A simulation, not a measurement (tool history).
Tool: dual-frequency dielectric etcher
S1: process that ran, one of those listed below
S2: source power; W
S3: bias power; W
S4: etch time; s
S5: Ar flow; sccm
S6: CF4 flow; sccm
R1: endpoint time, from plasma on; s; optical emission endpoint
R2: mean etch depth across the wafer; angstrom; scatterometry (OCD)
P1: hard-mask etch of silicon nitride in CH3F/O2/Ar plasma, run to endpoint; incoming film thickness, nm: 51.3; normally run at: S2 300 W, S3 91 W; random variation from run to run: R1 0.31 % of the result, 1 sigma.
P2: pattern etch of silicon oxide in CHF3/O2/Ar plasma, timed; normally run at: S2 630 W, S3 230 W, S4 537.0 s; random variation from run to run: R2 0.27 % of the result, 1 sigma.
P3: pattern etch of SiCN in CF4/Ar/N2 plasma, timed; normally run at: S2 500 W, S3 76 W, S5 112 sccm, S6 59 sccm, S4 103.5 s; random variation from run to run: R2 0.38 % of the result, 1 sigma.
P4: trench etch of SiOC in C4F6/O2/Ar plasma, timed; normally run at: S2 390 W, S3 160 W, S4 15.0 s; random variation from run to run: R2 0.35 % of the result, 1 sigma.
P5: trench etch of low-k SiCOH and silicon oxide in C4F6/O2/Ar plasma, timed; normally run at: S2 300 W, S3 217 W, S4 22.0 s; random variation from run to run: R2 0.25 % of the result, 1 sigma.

run 1 day=0.217 | S1=P1 S2=300 S3=91 | R1=76.869
run 2 day=0.542 | S1=P5 S2=300 S3=217 S4=22.0 | R2=645.81
run 3 day=0.771 | S1=P4 S2=390 S3=227 S4=15.0 | R2=335.64
run 4 day=1.062 | S1=P3 S2=500 S3=76 S4=103.5 S5=135 S6=59 | R2=924.49
run 5 day=1.233 | S1=P5 S2=430 S3=217 S4=22.0 | R2=743.50
run 6 day=1.588 | S1=P3 S2=630 S3=76 S4=103.5 S5=112 S6=59 | R2=1166.20
run 7 day=1.833 | S1=P4 S2=390 S3=160 S4=15.0 | R2=299.65
run 8 day=2.133 | S1=P1 S2=300 S3=91 | R1=77.383
run 9 day=2.425 | S1=P3 S2=500 S3=76 S4=152.0 S5=112 S6=59 | R2=1397.00
run 10 day=2.767 | S1=P1 S2=300 S3=71 | R1=84.458
run 11 day=2.938 | S1=P3 S2=500 S3=76 S4=103.5 S5=112 S6=73 | R2=983.49
run 12 day=3.271 | S1=P2 S2=630 S3=230 S4=537.0 | R2=11305.00
run 13 day=3.538 | S1=P1 S2=300 S3=91 | R1=77.133
run 14 day=3.762 | S1=P2 S2=630 S3=230 S4=537.0 | R2=11305.00
run 15 day=4.100 | S1=P4 S2=390 S3=160 S4=18.5 | R2=371.18
run 16 day=4.396 | S1=P1 S2=190 S3=74 | R1=98.621
run 17 day=4.646 | S1=P2 S2=630 S3=230 S4=339.0 | R2=7110.20
run 18 day=4.842 | S1=P1 S2=180 S3=60 | R1=108.790
run 19 day=5.021 | S1=P1 S2=230 S3=75 | R1=91.931
run 20 day=5.262 | S1=P5 S2=300 S3=151 S4=22.0 | R2=573.71
run 21 day=5.425 | S1=P3 S2=500 S3=47 S4=103.5 S5=112 S6=59 | R2=803.13
run 22 day=5.621 | S1=P1 S2=220 S3=91 | R1=86.814
run 23 day=5.954 | S1=P5 S2=300 S3=217 S4=22.0 | R2=646.24
run 24 day=6.138 | S1=P2 S2=370 S3=230 S4=537.0 | R2=9288.20
run 25 day=6.446 | S1=P3 S2=500 S3=76 S4=103.5 S5=112 S6=59 | R2=950.74
run 26 day=6.800 | S1=P1 S2=300 S3=129 | R1=67.428
run 27 day=7.033 | S1=P5 S2=300 S3=217 S4=14.0 | R2=413.02
run 28 day=7.258 | S1=P2 S2=630 S3=324 S4=537.0 | R2=12714.00
run 29 day=7.592 | S1=P4 S2=390 S3=160 S4=15.0 | R2=300.10
run 30 day=7.942 | S1=P1 S2=410 S3=91 | R1=68.742
run 31 day=8.150 | S1=P1 S2=300 S3=91 | R1=77.493
run 32 day=8.317 | S1=P4 S2=520 S3=160 S4=15.0 | R2=334.70
run 33 day=8.650 | S1=P1 S2=300 S3=91 | R1=76.874
run 34 day=8.912 | S1=P1 S2=300 S3=91 | R1=77.158
run 35 day=9.167 | S1=P1 S2=300 S3=91 | R1=76.649
run 36 day=9.421 | S1=P1 S2=300 S3=91 | R1=76.385
run 37 day=9.662 | S1=P1 S2=300 S3=91 | R1=75.858
-- day=9.896 wet clean of the chamber
run 38 day=9.925 | S1=P1 S2=300 S3=91 | R1=75.772
run 39 day=10.108 | S1=P1 S2=300 S3=91 | R1=75.962
run 40 day=10.425 | S1=P1 S2=300 S3=91 | R1=76.050
run 41 day=10.688 | S1=P1 S2=300 S3=91 | R1=76.039
run 42 day=10.908 | S1=P1 S2=300 S3=91 | R1=76.663

What P1 gives has crept away from where it was. These 2 causes fit the log equally well, each at the size given:
A: bias power that arrives over what is set, % = 4.27
B: source power that arrives over what is set, % = 4.23
The creep began at about day 8.912.
Why every other cause is out:
chamber walls in a state that raises the etch rate, %: serviced at day 9.896, which brought nothing back

4 check runs are offered, each on 2 wafers whose results are averaged, their results left as question marks. Which one tells the causes apart?
run check 1 day=11.129 | S1=P2 S2=630 S3=230 S4=537.0 | R2=?
run check 2 day=11.129 | S1=P5 S2=300 S3=217 S4=22.0 | R2=?
run check 3 day=11.129 | S1=P4 S2=390 S3=160 S4=15.0 | R2=?
run check 4 day=11.129 | S1=P3 S2=500 S3=76 S4=103.5 S5=112 S6=59 | R2=?

What each check would give under each cause:
check=check_1 result=R2 if_A=11458.00 if_B=11469.00
check=check_2 result=R2 if_A=655.94 if_B=657.13
check=check_3 result=R2 if_A=303.46 if_B=304.45
check=check_4 result=R2 if_A=965.43 if_B=985.81
How far apart the two closest causes lie, in the result that separates them most: check 1 0.09 %; check 2 0.18 %; check 3 0.33 %; check 4 2.09 %
Only check 4 tells the causes apart: in the others they would give nearly the same result.

Check 4 was then run and gave: R2 963.82 angstrom. Which cause is it?

It is A: bias power that arrives over what is set, %.

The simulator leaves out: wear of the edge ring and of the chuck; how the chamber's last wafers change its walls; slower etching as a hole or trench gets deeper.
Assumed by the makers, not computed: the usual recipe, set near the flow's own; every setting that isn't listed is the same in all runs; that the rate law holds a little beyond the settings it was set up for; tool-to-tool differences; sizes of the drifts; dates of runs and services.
